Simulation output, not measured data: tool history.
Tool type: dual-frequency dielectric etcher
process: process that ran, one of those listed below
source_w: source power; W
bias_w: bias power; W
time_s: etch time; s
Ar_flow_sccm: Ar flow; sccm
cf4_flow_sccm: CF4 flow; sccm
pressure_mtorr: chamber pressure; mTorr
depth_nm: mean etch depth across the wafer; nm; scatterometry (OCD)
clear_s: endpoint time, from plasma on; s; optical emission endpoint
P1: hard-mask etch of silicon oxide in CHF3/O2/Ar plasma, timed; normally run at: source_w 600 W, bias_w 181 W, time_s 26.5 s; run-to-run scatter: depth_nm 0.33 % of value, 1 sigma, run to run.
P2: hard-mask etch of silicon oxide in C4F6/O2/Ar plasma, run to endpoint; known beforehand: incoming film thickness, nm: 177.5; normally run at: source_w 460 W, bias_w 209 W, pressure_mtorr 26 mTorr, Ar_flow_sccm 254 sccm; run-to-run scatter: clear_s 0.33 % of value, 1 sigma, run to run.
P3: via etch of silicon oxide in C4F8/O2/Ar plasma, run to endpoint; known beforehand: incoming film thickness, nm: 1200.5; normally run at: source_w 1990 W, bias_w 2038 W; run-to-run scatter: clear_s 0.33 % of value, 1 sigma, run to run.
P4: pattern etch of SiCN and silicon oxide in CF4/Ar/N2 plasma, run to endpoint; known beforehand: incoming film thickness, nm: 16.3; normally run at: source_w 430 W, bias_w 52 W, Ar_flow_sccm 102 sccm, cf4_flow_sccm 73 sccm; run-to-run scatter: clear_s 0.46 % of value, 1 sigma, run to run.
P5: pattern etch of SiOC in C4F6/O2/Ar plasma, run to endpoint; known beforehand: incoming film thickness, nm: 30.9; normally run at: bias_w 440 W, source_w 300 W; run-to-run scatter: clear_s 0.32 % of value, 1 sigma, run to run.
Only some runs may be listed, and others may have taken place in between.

run,hour,process,source_w,bias_w,time_s,Ar_flow_sccm,cf4_flow_sccm,pressure_mtorr,hours since the last wet clean,hours since the last source power generator calibration,hours since the last bias power generator calibration,depth_nm,clear_s
1,14.3,P1,600,181,26.5,,,,196.9,321,1214.2,52.802,
2,24.2,P4,290,52,,102,73,,206.8,330.9,1224.1,,32.328
3,39.7,P4,430,52,,102,73,,222.3,346.4,1239.6,,22.769
4,49,P1,600,181,26.5,,,,231.6,355.7,1248.9,53.104,
5,64.1,P5,300,607,,,,,246.7,370.8,1264,,10.733
6,75.6,P3,1990,1341,,,,,258.2,382.3,1275.5,,269.12
7,92.1,P2,460,209,,254,,26,274.7,398.8,1292,,48.677
8,104.5,P3,1990,2038,,,,,287.1,411.2,1304.4,,240.22
9,123.4,P5,190,440,,,,,306,430.1,1323.3,,14.492
10,142.3,P1,380,181,34,,,,324.9,449,1342.2,56.839,
11,154.6,P2,560,209,,254,,26,337.2,461.3,1354.5,,45.247
12,174,P1,600,181,26.5,,,,356.6,480.7,1373.9,52.934,
13,186,P1,600,181,26.5,,,,368.6,492.7,1385.9,53.13,
14,205.6,P1,600,135,26.5,,,,388.2,512.3,1405.5,47.885,
15,224.3,P3,2740,2038,,,,,406.9,531,1424.2,,210.13
16,235.5,P2,460,165,,254,,26,418.1,542.2,1435.4,,52.554
17,252.2,P1,600,237,21,,,,434.8,558.9,1452.1,45.801,
18,264.5,P1,770,124,26.5,,,,447.1,571.2,1464.4,51.528,
19,274.7,P1,600,222,26.5,,,,457.3,581.4,1474.6,56.534,
20,287.6,P1,400,181,26.5,,,,470.2,594.3,1487.5,45.244,
21,304.1,P4,430,52,,102,43,,486.7,610.8,1504,,25.069
22,318.4,P4,430,52,,141,73,,501,625.1,1518.3,,24.202
23,331.7,P1,600,181,26.5,,,,514.3,638.4,1531.6,52.874,
24,349,P2,460,209,,254,,34.5,531.6,655.7,1548.9,,50.23
25,366.4,P1,600,181,35.5,,,,549,673.1,1566.3,70.742,
26,377.4,P1,600,181,26.5,,,,560,684.1,1577.3,52.656,
27,391.1,P2,460,209,,254,,26,573.7,697.8,1591,,49.003
28,409.6,P2,460,209,,152,,26,592.2,716.3,1609.5,,45.958
29,423.6,P1,600,181,16.5,,,,606.2,730.3,1623.5,32.796,
30,439.8,P5,300,440,,,,,622.4,746.5,1639.7,,12.25
31,456.1,P1,750,181,26.5,,,,638.7,762.8,1656,57.502,
32,469.9,P4,430,31,,102,73,,652.5,776.6,1669.8,,26.552
33,482.4,P1,600,181,26.5,,,,665,789.1,1682.3,52.854,
34,495,P1,600,181,26.5,,,,677.6,801.7,1694.9,53.347,

The next listed run, before its measurement:
35,506.7,P1,600,181,26.5,,,,689.3,813.4,1706.6,?,

depth_nm: 53.632 nm
